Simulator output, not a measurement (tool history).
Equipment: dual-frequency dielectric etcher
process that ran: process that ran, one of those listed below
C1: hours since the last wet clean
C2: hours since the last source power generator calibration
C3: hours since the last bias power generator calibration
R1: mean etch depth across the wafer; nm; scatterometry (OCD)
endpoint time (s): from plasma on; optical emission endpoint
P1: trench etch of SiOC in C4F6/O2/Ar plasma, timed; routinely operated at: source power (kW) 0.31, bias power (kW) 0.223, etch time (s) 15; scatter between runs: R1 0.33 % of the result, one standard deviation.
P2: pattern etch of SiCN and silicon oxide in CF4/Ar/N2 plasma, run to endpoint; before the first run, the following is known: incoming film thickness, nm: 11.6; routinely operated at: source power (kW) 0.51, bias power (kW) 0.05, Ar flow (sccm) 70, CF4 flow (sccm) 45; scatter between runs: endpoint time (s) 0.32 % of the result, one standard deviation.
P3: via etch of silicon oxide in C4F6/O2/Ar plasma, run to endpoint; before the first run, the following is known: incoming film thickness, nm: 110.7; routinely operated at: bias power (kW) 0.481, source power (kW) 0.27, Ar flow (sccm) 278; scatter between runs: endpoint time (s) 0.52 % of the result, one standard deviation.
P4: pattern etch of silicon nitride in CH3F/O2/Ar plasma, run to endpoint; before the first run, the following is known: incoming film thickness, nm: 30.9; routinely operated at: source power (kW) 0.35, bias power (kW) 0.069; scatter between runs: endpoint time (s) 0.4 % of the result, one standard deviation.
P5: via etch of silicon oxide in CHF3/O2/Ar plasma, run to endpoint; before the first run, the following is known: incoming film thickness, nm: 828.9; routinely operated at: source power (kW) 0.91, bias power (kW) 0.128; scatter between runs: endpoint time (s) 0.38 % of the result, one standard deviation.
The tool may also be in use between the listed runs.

Run 1, day 0.467: process that ran P1, source power (kW) 0.31, bias power (kW) 0.223, etch time (s) 15; C1 236.2; C2 1182.2; C3 819. Result: R1 29.434 nm.
Run 2, day 0.925: process that ran P3, source power (kW) 0.27, bias power (kW) 0.62, Ar flow (sccm) 278; C1 247.2; C2 1193.2; C3 830. Result: endpoint time (s) 25.601.
Run 3, day 1.346: process that ran P2, source power (kW) 0.51, bias power (kW) 0.05, Ar flow (sccm) 97, CF4 flow (sccm) 45; C1 257.3; C2 1203.3; C3 840.1. Result: endpoint time (s) 14.792.
Run 4, day 1.575: process that ran P1, source power (kW) 0.31, bias power (kW) 0.264, etch time (s) 15; C1 262.8; C2 1208.8; C3 845.6. Result: R1 31.354 nm.
Run 5, day 1.9: process that ran P2, source power (kW) 0.51, bias power (kW) 0.05, Ar flow (sccm) 70, CF4 flow (sccm) 31; C1 270.6; C2 1216.6; C3 853.4. Result: endpoint time (s) 14.978.
Run 6, day 2.358: process that ran P1, source power (kW) 0.31, bias power (kW) 0.175, etch time (s) 15; C1 281.6; C2 1227.6; C3 864.4. Result: R1 27.133 nm.
Run 7, day 2.7: process that ran P1, source power (kW) 0.39, bias power (kW) 0.223, etch time (s) 18; C1 289.8; C2 1235.8; C3 872.6. Result: R1 38.659 nm.
Run 8, day 3.012: process that ran P2, source power (kW) 0.73, bias power (kW) 0.05, Ar flow (sccm) 70, CF4 flow (sccm) 45; C1 297.3; C2 1243.3; C3 880.1. Result: endpoint time (s) 10.157.
Run 9, day 3.312: process that ran P3, source power (kW) 0.27, bias power (kW) 0.481, Ar flow (sccm) 175; C1 304.5; C2 1250.5; C3 887.3. Result: endpoint time (s) 26.71.
Run 10, day 3.629: process that ran P1, source power (kW) 0.31, bias power (kW) 0.223, etch time (s) 15; C1 312.1; C2 1258.1; C3 894.9. Result: R1 29.459 nm.
Run 11, day 3.971: process that ran P4, source power (kW) 0.45, bias power (kW) 0.069; C1 320.3; C2 1266.3; C3 903.1. Result: endpoint time (s) 42.236.
Run 12, day 4.238: process that ran P4, source power (kW) 0.35, bias power (kW) 0.069; C1 326.7; C2 1272.7; C3 909.5. Result: endpoint time (s) 46.694.
Run 13, day 4.733: process that ran P2, source power (kW) 0.51, bias power (kW) 0.05, Ar flow (sccm) 70, CF4 flow (sccm) 45; C1 338.6; C2 1284.6; C3 921.4. Result: endpoint time (s) 13.997.
Run 14, day 4.958: process that ran P4, source power (kW) 0.35, bias power (kW) 0.046; C1 344; C2 1290; C3 926.8. Result: endpoint time (s) 53.708.
Run 15, day 5.204: process that ran P1, source power (kW) 0.19, bias power (kW) 0.223, etch time (s) 15; C1 349.9; C2 1295.9; C3 932.7. Result: R1 24.486 nm.
Run 16, day 5.583: process that ran P1, source power (kW) 0.31, bias power (kW) 0.223, etch time (s) 15; C1 359; C2 1305; C3 941.8. Result: R1 29.401 nm.
Run 17, day 5.838: process that ran P1, source power (kW) 0.31, bias power (kW) 0.223, etch time (s) 15; C1 365.1; C2 1311.1; C3 947.9. Result: R1 29.523 nm.
Run 18, day 6.342: process that ran P3, source power (kW) 0.38, bias power (kW) 0.481, Ar flow (sccm) 278; C1 377.2; C2 1323.2; C3 960. Result: endpoint time (s) 24.658.
Run 19, day 6.783: process that ran P1, source power (kW) 0.31, bias power (kW) 0.223, etch time (s) 15; C1 387.8; C2 1333.8; C3 970.6. Result: R1 29.523 nm.
Run 20, day 7.058: process that ran P1, source power (kW) 0.31, bias power (kW) 0.223, etch time (s) 19; C1 394.4; C2 1340.4; C3 977.2. Result: R1 37.419 nm.
Run 21, day 7.292: process that ran P5, source power (kW) 0.91, bias power (kW) 0.128; C1 400; C2 1346; C3 982.8. Result: endpoint time (s) 393.2.
Run 22, day 7.579: process that ran P5, source power (kW) 0.91, bias power (kW) 0.128; C1 406.9; C2 1352.9; C3 989.7. Result: endpoint time (s) 396.81.
Run 23, day 7.829: process that ran P2, source power (kW) 0.51, bias power (kW) 0.06, Ar flow (sccm) 70, CF4 flow (sccm) 45; C1 412.9; C2 1358.9; C3 995.7. Result: endpoint time (s) 13.171.
Run 24, day 8.054: process that ran P1, source power (kW) 0.39, bias power (kW) 0.223, etch time (s) 15; C1 418.3; C2 1364.3; C3 1001.1. Result: R1 32.163 nm.
Run 25, day 8.462: process that ran P5, source power (kW) 0.91, bias power (kW) 0.157; C1 428.1; C2 1374.1; C3 1010.9. Result: endpoint time (s) 371.32.
Run 26, day 8.888: process that ran P1, source power (kW) 0.31, bias power (kW) 0.223, etch time (s) 15; C1 438.3; C2 1384.3; C3 1021.1. Result: R1 29.716 nm.
Run 27, day 9.362: process that ran P1, source power (kW) 0.31, bias power (kW) 0.223, etch time (s) 9.5; C1 449.7; C2 1395.7; C3 1032.5. Result: R1 18.716 nm.
Run 28, day 9.583: process that ran P1, source power (kW) 0.25, bias power (kW) 0.223, etch time (s) 21; C1 455; C2 1401; C3 1037.8. Result: R1 38.277 nm.
Run 29, day 9.838: process that ran P1, source power (kW) 0.31, bias power (kW) 0.223, etch time (s) 15; C1 461.1; C2 1407.1; C3 1043.9. Result: R1 29.54 nm.
Run 30, day 10.317: process that ran P3, source power (kW) 0.27, bias power (kW) 0.481, Ar flow (sccm) 278; C1 472.6; C2 1418.6; C3 1055.4. Result: endpoint time (s) 28.071.
Run 31, day 10.771: process that ran P5, source power (kW) 0.65, bias power (kW) 0.128; C1 483.5; C2 1429.5; C3 1066.3. Result: endpoint time (s) 449.42.
Run 32, day 11.067: process that ran P1, source power (kW) 0.31, bias power (kW) 0.223, etch time (s) 15; C1 490.6; C2 1436.6; C3 1073.4. Result: R1 29.367 nm.
Run 33, day 11.4: process that ran P1, source power (kW) 0.31, bias power (kW) 0.223, etch time (s) 15; C1 498.6; C2 1444.6; C3 1081.4. Result: R1 29.187 nm.
Run 34, day 11.788: process that ran P1, source power (kW) 0.31, bias power (kW) 0.223, etch time (s) 15; C1 507.9; C2 1453.9; C3 1090.7. Result: R1 29.217 nm.
Run 35, day 12.142: process that ran P1, source power (kW) 0.31, bias power (kW) 0.223, etch time (s) 15; C1 516.4; C2 1462.4; C3 1099.2. Result: R1 29.156 nm.
Run 36, day 12.5: process that ran P1, source power (kW) 0.31, bias power (kW) 0.223, etch time (s) 15; C1 525; C2 1471; C3 1107.8. Result: R1 29.304 nm.
Run 37, day 12.883: process that ran P1, source power (kW) 0.31, bias power (kW) 0.223, etch time (s) 15; C1 534.2; C2 1480.2; C3 1117. Result: R1 29.019 nm.
At day 13.054: wet clean of the chamber.
Run 38, day 13.292: process that ran P1, source power (kW) 0.31, bias power (kW) 0.223, etch time (s) 15; C1 5.8; C2 1490; C3 1126.8. Result: R1 29.111 nm.
Run 39, day 13.729: process that ran P1, source power (kW) 0.31, bias power (kW) 0.223, etch time (s) 15; C1 16.3; C2 1500.5; C3 1137.3. Result: R1 28.832 nm.
Run 40, day 14.075: process that ran P1, source power (kW) 0.31, bias power (kW) 0.223, etch time (s) 15; C1 24.6; C2 1508.8; C3 1145.6. Result: R1 29.103 nm.
Run 41, day 14.412: process that ran P1, source power (kW) 0.31, bias power (kW) 0.223, etch time (s) 15; C1 32.7; C2 1516.9; C3 1153.7. Result: R1 28.991 nm.
Run 42, day 14.721: process that ran P1, source power (kW) 0.31, bias power (kW) 0.223, etch time (s) 15; C1 40.1; C2 1524.3; C3 1161.1. Result: R1 29.05 nm.

P1 has crept away from where it was. The log is fitted equally well by each of these 2 causes, at the sizes shown:
A: source power that arrives under what is set, % = 4.21
B: bias power that arrives under what is set, % = 4.79
Onset of the creep was near day 11.067.
Other possible causes, and why each is ruled out:
chamber walls in a state that lowers the etch rate, %: work on it at day 13.054, done after the drift set in, did not restore what the process gave before

You are offered 4 check runs, listed below with question marks in place of their results; each one averages 2 wafers. Which run separates the listed causes by giving clearly different results for each?
Run check 1, day 15.029: process that ran P4, source power (kW) 0.42, bias power (kW) 0.05. Result: endpoint time (s) ?.
Run check 2, day 15.029: process that ran P3, source power (kW) 0.27, bias power (kW) 0.481, Ar flow (sccm) 205. Result: endpoint time (s) ?.
Run check 3, day 15.029: process that ran P5, source power (kW) 0.71, bias power (kW) 0.128. Result: endpoint time (s) ?.
Run check 4, day 15.029: process that ran P2, source power (kW) 0.51, bias power (kW) 0.05, Ar flow (sccm) 96, CF4 flow (sccm) 45. Result: endpoint time (s) ?.

Outcome of each check run for each possible cause:
  check             result    if A    if B
check 1  endpoint time (s)  49.355  49.278
check 2  endpoint time (s)  27.583   27.66
check 3  endpoint time (s)  442.96  442.14
check 4  endpoint time (s)  15.368  15.033
Minimum pairwise separation of causes per check, each pair taken at its best-separating result: check 1 0.16 %; check 2 0.28 %; check 3 0.18 %; check 4 2.2 %
Only in check 4 would the causes give clearly different results; in the remaining checks their results would be nearly the same.

Check 4 has now been run. It gave: endpoint time (s) 15.083. Which of the candidate causes is it?

The correct cause is B, namely: bias power that arrives under what is set, %.
